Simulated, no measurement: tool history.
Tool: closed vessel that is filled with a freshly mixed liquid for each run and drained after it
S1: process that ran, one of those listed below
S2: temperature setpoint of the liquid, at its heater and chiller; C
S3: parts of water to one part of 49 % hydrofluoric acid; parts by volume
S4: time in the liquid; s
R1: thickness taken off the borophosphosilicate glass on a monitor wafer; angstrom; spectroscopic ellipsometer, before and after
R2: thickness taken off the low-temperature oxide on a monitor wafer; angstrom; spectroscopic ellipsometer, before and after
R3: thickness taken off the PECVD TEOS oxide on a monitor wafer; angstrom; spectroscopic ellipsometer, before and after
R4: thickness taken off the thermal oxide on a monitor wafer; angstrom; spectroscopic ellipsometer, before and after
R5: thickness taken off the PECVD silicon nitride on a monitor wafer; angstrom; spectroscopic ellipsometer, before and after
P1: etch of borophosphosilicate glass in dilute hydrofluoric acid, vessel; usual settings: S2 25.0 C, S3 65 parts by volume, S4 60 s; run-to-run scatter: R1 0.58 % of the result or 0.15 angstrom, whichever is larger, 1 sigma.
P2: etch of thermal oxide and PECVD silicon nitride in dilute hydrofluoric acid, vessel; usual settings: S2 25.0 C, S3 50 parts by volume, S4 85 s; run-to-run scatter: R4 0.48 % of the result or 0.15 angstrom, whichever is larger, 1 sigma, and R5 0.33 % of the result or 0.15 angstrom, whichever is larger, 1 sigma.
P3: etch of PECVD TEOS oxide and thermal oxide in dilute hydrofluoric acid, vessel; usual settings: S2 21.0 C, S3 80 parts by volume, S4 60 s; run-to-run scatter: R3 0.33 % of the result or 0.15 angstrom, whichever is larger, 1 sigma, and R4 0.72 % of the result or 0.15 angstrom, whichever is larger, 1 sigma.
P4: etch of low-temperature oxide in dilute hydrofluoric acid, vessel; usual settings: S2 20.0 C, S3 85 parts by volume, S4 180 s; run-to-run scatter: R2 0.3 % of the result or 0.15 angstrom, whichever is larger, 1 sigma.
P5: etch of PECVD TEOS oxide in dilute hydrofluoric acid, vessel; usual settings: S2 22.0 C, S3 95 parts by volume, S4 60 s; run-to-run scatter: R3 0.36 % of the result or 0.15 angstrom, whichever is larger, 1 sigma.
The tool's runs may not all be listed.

run,hour,S1,S2,S3,S4,R1,R2,R3,R4,R5
1,16.3,P1,25.0,65,60,264.19,,,,
2,28.3,P4,20.0,30,180,,662.44,,,
3,45.2,P1,25.0,65,60,265.01,,,,
4,61.9,P1,25.0,65,60,266.13,,,,
5,73.0,P3,21.0,20,60,,,581.700,137.370,
6,89.0,P4,17.0,85,180,,191.96,,,
7,106.0,P1,25.0,65,60,263.24,,,,
8,117.4,P1,25.0,105,60,156.12,,,,
9,125.7,P2,32.0,50,85,,,,115.260,163.26
10,141.8,P2,25.0,20,85,,,,228.300,252.39
11,154.4,P5,22.0,95,60,,,103.180,,
12,162.4,P1,25.0,20,60,911.24,,,,
13,177.5,P1,30.0,65,60,322.57,,,,
14,191.5,P1,25.0,65,120,528.14,,,,
15,208.0,P4,20.0,85,180,,218.75,,,
16,224.9,P1,25.0,65,30,132.71,,,,
17,238.1,P3,21.0,80,100,,,227.050,52.324,
18,251.9,P3,17.0,80,60,,,113.710,27.048,
19,260.1,P5,17.5,95,60,,,84.992,,
20,275.9,P5,22.0,95,85,,,145.880,,
21,284.5,P1,25.0,45,35,229.02,,,,
22,301.5,P1,18.0,65,60,196.64,,,,
23,310.8,P4,20.0,85,270,,328.87,,,
24,320.7,P2,25.0,50,140,,,,143.620,170.25
25,333.5,P1,25.0,65,60,264.20,,,,
26,348.8,P5,22.0,20,60,,,534.790,,
27,359.2,P2,25.0,50,85,,,,88.393,102.50
28,368.4,P1,21.0,20,60,773.20,,,,
29,376.4,P3,21.0,80,60,,,135.050,31.607,
30,392.8,P1,25.0,65,60,261.71,,,,
31,404.0,P1,25.0,65,60,269.71,,,,
32,420.2,P1,25.0,65,60,279.53,,,,
33,437.2,P1,25.0,65,60,277.93,,,,
34,450.0,P1,25.0,65,60,286.45,,,,
35,460.7,P1,25.0,65,60,286.72,,,,
36,477.8,P1,25.0,65,60,287.50,,,,
37,492.3,P1,25.0,65,60,290.78,,,,
38,506.3,P1,25.0,65,60,292.35,,,,
39,523.7,P1,25.0,65,60,293.14,,,,
40,531.7,P1,25.0,65,60,289.94,,,,
41,548.1,P1,25.0,65,60,292.13,,,,

What P1 gives has crept away from where it was. These 2 causes fit the log equally well, each at the size given:
A: liquid hotter than its thermometer reads (K) = 2.32
B: hydrofluoric acid flow above the setpoint (%) = 8.91
The creep began at about hour 392.8.

4 check runs are offered, one wafer each, their results left as question marks. Which one tells the causes apart?
check 1,564.5,P2,25.0,50,85,,,,?,?
check 2,564.5,P3,21.0,80,60,,,?,?,
check 3,564.5,P5,22.0,95,60,,,?,,
check 4,564.5,P4,20.0,85,180,,?,,,

What each check would give under each cause:
check,result,if A,if B
check 1,R4,96.260,95.977
check 1,R5,120.73,112.52
check 2,R3,148.820,148.560
check 2,R4,34.666,34.606
check 3,R3,112.880,113.060
check 4,R2,240.78,240.31
How far apart the two closest causes lie, in the result that separates them most: check 1 7.04 %; check 2 0.17 %; check 3 0.16 %; check 4 0.2 %
Only check 1 tells the causes apart: in the others they would give nearly the same result.

Then check 1 was run and gave: R4 96.935 angstrom; R5 119.91 angstrom. Which cause is it?

It is A: liquid hotter than its thermometer reads (K).
